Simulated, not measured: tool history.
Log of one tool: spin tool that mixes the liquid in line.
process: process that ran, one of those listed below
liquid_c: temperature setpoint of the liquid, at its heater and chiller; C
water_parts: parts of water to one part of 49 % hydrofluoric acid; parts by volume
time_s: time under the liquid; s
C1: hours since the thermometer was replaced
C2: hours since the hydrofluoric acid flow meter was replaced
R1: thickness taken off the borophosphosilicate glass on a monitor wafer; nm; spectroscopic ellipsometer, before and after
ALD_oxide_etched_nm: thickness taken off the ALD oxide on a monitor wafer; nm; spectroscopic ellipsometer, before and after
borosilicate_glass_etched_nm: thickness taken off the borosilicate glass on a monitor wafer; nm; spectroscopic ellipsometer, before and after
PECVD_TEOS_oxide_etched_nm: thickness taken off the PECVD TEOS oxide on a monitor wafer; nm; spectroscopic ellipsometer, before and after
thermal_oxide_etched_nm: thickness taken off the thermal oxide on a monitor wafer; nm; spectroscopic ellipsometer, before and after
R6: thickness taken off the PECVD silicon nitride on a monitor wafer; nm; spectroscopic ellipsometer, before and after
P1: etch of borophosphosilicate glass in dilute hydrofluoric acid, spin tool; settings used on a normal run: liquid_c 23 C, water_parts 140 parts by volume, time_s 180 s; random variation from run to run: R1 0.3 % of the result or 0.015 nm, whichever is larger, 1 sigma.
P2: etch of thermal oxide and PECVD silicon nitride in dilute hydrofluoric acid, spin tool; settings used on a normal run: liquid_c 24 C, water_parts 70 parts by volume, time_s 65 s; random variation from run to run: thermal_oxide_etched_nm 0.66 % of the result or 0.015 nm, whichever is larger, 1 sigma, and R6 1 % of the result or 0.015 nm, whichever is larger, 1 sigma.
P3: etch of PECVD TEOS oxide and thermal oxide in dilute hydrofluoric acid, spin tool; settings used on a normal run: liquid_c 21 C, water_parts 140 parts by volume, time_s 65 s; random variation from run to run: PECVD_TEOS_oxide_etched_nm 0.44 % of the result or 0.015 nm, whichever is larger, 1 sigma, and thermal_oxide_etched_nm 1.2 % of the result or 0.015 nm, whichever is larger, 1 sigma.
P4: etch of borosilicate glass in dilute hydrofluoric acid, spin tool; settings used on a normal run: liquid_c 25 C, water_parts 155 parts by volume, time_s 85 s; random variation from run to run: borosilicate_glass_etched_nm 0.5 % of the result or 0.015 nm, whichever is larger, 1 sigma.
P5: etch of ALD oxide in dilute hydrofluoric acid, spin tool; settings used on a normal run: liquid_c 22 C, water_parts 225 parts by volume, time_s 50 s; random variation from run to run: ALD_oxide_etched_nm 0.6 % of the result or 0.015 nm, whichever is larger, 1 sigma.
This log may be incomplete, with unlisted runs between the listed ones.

Run 1, hour 7.6: process P1, liquid_c 23 C, water_parts 140 parts by volume, time_s 180 s; C1 296.9; C2 1105.1. Result: R1 35.447 nm.
Run 2, hour 12.3: process P1, liquid_c 23 C, water_parts 140 parts by volume, time_s 295 s; C1 301.6; C2 1109.8. Result: R1 57.924 nm.
Run 3, hour 19.5: process P5, liquid_c 26.5 C, water_parts 225 parts by volume, time_s 50 s; C1 308.8; C2 1117. Result: ALD_oxide_etched_nm 5.5427 nm.
Run 4, hour 25.3: process P1, liquid_c 17 C, water_parts 140 parts by volume, time_s 180 s; C1 314.6; C2 1122.8. Result: R1 28.06 nm.
Run 5, hour 31.6: process P5, liquid_c 22 C, water_parts 225 parts by volume, time_s 50 s; C1 320.9; C2 1129.1. Result: ALD_oxide_etched_nm 4.684 nm.
Run 6, hour 37.9: process P1, liquid_c 23 C, water_parts 140 parts by volume, time_s 180 s; C1 327.2; C2 1135.4. Result: R1 35.305 nm.
Run 7, hour 46.2: process P1, liquid_c 23 C, water_parts 140 parts by volume, time_s 180 s; C1 335.5; C2 1143.7. Result: R1 35.373 nm.
Run 8, hour 53.3: process P4, liquid_c 25 C, water_parts 155 parts by volume, time_s 85 s; C1 342.6; C2 1150.8. Result: borosilicate_glass_etched_nm 11.332 nm.
Run 9, hour 60: process P3, liquid_c 28 C, water_parts 140 parts by volume, time_s 65 s; C1 349.3; C2 1157.5. Result: PECVD_TEOS_oxide_etched_nm 6.7133 nm, thermal_oxide_etched_nm 2.4493 nm.
Run 10, hour 66.6: process P5, liquid_c 22 C, water_parts 225 parts by volume, time_s 75 s; C1 355.9; C2 1164.1. Result: ALD_oxide_etched_nm 6.9094 nm.
Run 11, hour 71.3: process P2, liquid_c 24 C, water_parts 30 parts by volume, time_s 65 s; C1 360.6; C2 1168.8. Result: thermal_oxide_etched_nm 11.076 nm, R6 5.6806 nm.
Run 12, hour 79.9: process P1, liquid_c 23 C, water_parts 140 parts by volume, time_s 180 s; C1 369.2; C2 1177.4. Result: R1 35.44 nm.
At hour 83.5: thermometer replaced.
Run 13, hour 84.9: process P3, liquid_c 21 C, water_parts 140 parts by volume, time_s 65 s; C1 1.4; C2 1182.4. Result: PECVD_TEOS_oxide_etched_nm 5.1216 nm, thermal_oxide_etched_nm 1.8104 nm.
Run 14, hour 90.8: process P3, liquid_c 21 C, water_parts 140 parts by volume, time_s 65 s; C1 7.3; C2 1188.3. Result: PECVD_TEOS_oxide_etched_nm 5.1292 nm, thermal_oxide_etched_nm 1.8792 nm.
Run 15, hour 97.8: process P1, liquid_c 23 C, water_parts 75 parts by volume, time_s 180 s; C1 14.3; C2 1195.3. Result: R1 71.047 nm.
Run 16, hour 104.7: process P1, liquid_c 28 C, water_parts 140 parts by volume, time_s 180 s; C1 21.2; C2 1202.2. Result: R1 42.918 nm.
Run 17, hour 112: process P1, liquid_c 23 C, water_parts 140 parts by volume, time_s 180 s; C1 28.5; C2 1209.5. Result: R1 35.563 nm.
Run 18, hour 120.1: process P2, liquid_c 31 C, water_parts 70 parts by volume, time_s 65 s; C1 36.6; C2 1217.6. Result: thermal_oxide_etched_nm 5.8381 nm, R6 3.9532 nm.
Run 19, hour 129.3: process P2, liquid_c 24 C, water_parts 70 parts by volume, time_s 120 s; C1 45.8; C2 1226.8. Result: thermal_oxide_etched_nm 8.1949 nm, R6 4.5769 nm.
Run 20, hour 139: process P5, liquid_c 22 C, water_parts 110 parts by volume, time_s 50 s; C1 55.5; C2 1236.5. Result: ALD_oxide_etched_nm 10.709 nm.
Run 21, hour 145.6: process P1, liquid_c 23 C, water_parts 235 parts by volume, time_s 180 s; C1 62.1; C2 1243.1. Result: R1 19.117 nm.
Run 22, hour 150.4: process P4, liquid_c 25 C, water_parts 265 parts by volume, time_s 85 s; C1 66.9; C2 1247.9. Result: borosilicate_glass_etched_nm 5.8626 nm.
Run 23, hour 155: process P4, liquid_c 25 C, water_parts 155 parts by volume, time_s 160 s; C1 71.5; C2 1252.5. Result: borosilicate_glass_etched_nm 21.353 nm.
Run 24, hour 163.7: process P4, liquid_c 25 C, water_parts 155 parts by volume, time_s 85 s; C1 80.2; C2 1261.2. Result: borosilicate_glass_etched_nm 11.325 nm.
Run 25, hour 172.4: process P2, liquid_c 24 C, water_parts 70 parts by volume, time_s 65 s; C1 88.9; C2 1269.9. Result: thermal_oxide_etched_nm 4.4672 nm, R6 2.4417 nm.
Run 26, hour 178.2: process P1, liquid_c 23 C, water_parts 140 parts by volume, time_s 180 s; C1 94.7; C2 1275.7. Result: R1 35.343 nm.
Run 27, hour 186.6: process P3, liquid_c 21 C, water_parts 195 parts by volume, time_s 65 s; C1 103.1; C2 1284.1. Result: PECVD_TEOS_oxide_etched_nm 3.5072 nm, thermal_oxide_etched_nm 1.2337 nm.
Run 28, hour 191.4: process P1, liquid_c 23 C, water_parts 140 parts by volume, time_s 100 s; C1 107.9; C2 1288.9. Result: R1 19.628 nm.
Run 29, hour 196.7: process P1, liquid_c 17 C, water_parts 185 parts by volume, time_s 180 s; C1 113.2; C2 1294.2. Result: R1 20.108 nm.
Run 30, hour 204.9: process P4, liquid_c 18.5 C, water_parts 155 parts by volume, time_s 85 s; C1 121.4; C2 1302.4. Result: borosilicate_glass_etched_nm 8.7949 nm.

Estimate the outcome of run 31 from the log above:
Run 31, hour 212.7: process P3, liquid_c 21 C, water_parts 140 parts by volume, time_s 125 s; C1 129.2; C2 1310.2. Result: PECVD_TEOS_oxide_etched_nm ?, thermal_oxide_etched_nm ?.

Run 31 measured PECVD_TEOS_oxide_etched_nm 9.9068 nm, thermal_oxide_etched_nm 3.5117 nm.
